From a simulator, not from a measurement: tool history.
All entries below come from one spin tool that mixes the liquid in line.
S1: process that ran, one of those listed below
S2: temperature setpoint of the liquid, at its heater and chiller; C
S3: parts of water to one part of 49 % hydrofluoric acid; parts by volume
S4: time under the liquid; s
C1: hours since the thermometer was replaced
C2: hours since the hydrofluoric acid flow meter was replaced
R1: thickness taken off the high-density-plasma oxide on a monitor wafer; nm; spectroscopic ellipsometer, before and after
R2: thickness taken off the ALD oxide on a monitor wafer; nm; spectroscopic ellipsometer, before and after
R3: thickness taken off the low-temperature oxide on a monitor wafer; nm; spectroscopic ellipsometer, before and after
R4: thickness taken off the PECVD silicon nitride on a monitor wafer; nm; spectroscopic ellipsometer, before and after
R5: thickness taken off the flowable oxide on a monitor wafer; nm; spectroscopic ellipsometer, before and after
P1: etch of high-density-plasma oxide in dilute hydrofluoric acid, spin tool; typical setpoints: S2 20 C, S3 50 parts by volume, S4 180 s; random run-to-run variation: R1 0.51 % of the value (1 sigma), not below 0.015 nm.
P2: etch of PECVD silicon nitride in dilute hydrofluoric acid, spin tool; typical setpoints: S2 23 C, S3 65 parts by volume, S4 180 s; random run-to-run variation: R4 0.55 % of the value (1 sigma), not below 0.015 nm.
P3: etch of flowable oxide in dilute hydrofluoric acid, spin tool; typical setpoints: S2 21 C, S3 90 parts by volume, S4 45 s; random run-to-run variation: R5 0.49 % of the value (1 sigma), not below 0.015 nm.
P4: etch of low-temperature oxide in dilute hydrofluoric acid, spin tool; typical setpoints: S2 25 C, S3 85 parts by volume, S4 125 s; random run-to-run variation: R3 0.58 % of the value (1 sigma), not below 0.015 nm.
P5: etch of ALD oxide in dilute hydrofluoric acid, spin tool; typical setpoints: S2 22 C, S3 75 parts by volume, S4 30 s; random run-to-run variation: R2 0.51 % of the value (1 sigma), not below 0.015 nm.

run   hour  S1    S2   S3   S4      C1     C2      R1      R2      R3      R4      R5
  1    8.8  P1    20   50  180  1426.8  745.7  16.416
  2   14.7  P5    22   75   15  1432.7  751.6          4.7688
  3   23.3  P4    20   85  125  1441.3  760.2                  19.442
  4   30.2  P2    23  100  180  1448.2  767.1                           2.902
  5     35  P2  28.5   65  180    1453  771.9                          6.3179
  6   44.2  P1    20   50  180  1462.2  781.1  16.466
  7   49.7  P1    17   50  180  1467.7  786.6  14.436
  8   56.5  P1    20   50   35  1474.5  793.4  3.1934
  9     63  P4    25   85  125    1481  799.9                  24.052
 10     72  P1    20   50  180    1490  808.9  16.589
 11   79.4  P1    20   50  180  1497.4  816.3  16.393
 12   86.9  P1    20   50  275  1504.9  823.8  25.177
 13   95.8  P5    22   20   30  1513.8  832.7          38.811
 14  100.1  P4    25  115  125  1518.1    837                  17.208
 15  105.8  P3    21   90   80  1523.8  842.7                                  51.988
 16  112.7  P3    17   90   45  1530.7  849.6                                  24.466
 17  118.2  P1  27.5   50   30  1536.2  855.1  3.7637
 18  122.7  P2    23   65  180  1540.7  859.6                          4.4392
 19  129.1  P1    20   50  180  1547.1    866  16.278
 20  137.2  P1    20   75  180  1555.2  874.1  10.752
 21  142.3  P1    20   50  180  1560.3  879.2  16.454
 22  150.2  P3    21   50   45  1568.2  887.1                                  54.761
 23  155.6  P1    26   50  180  1573.6  892.5  21.149
 24  161.5  P4    25   85  125  1579.5  898.4                  23.863
 25  165.9  P1    17   30  180  1583.9  902.8  24.579
 26  170.9  P1    20   20  180  1588.9  907.8  42.493
 27  176.9  P3    21   90   45  1594.9  913.8                                  29.268
 28  181.9  P2    23   65   70  1599.9  918.8                          1.6874
 29    188  P1    17   50   55    1606  924.9  4.3633
 30  196.5  P4    25   85   15  1614.5  933.4                  2.8684
 31  202.5  P5    22   75   30  1620.5  939.4          9.5621
 32  211.6  P5    17   75   30  1629.6  948.5          7.9079
 33  216.5  P1    20   50  180  1634.5  953.4   16.37
 34  222.4  P1    20   50  180  1640.4  959.3  17.383
 35  227.6  P1    20   50  180  1645.6  964.5  17.724
 36  235.7  P1    20   50  180  1653.7  972.6  18.084
 37  242.3  P1    20   50  180  1660.3  979.2  18.126
 38    248  P1    20   50  180    1666  984.9  18.217
 39  253.4  P1    20   50  180  1671.4  990.3  18.138

The log shows P1 creeping away from where it was. Any of the 2 causes listed here, at the size stated for it, fits the log just as well as the others:
A: hydrofluoric acid flow above the setpoint (%) = 10.1
B: liquid hotter than its thermometer reads (K) = 2.43
The gradual shift began around hour 216.5.

Below are 4 check runs, each on a single wafer, with their results shown as question marks. Which of them would tell the listed causes apart, meaning the causes would give clearly different results under it?
check 1  258.8  P4  25  85  125                   ?
check 2  258.8  P3  21  90   45                           ?
check 3  258.8  P2  23  65  180                       ?
check 4  258.8  P5  22  75   30               ?

Expected result of each check under each candidate cause:
  check  result    if A    if B
check 1      R3  26.539  26.252
check 2      R5  32.384  32.145
check 3      R4  4.8358   5.177
check 4      R2  10.702  10.639
Separation of the two closest causes in each check, using whichever result separates them best: check 1 1.09 %; check 2 0.74 %; check 3 6.82 %; check 4 0.59 %
Of the check runs offered, only check 3 discriminates between the causes; the rest would read about the same regardless of which cause applies.

Check 3 was then run and gave: R4 5.1309 nm. Which cause is it?

It is B: liquid hotter than its thermometer reads (K).
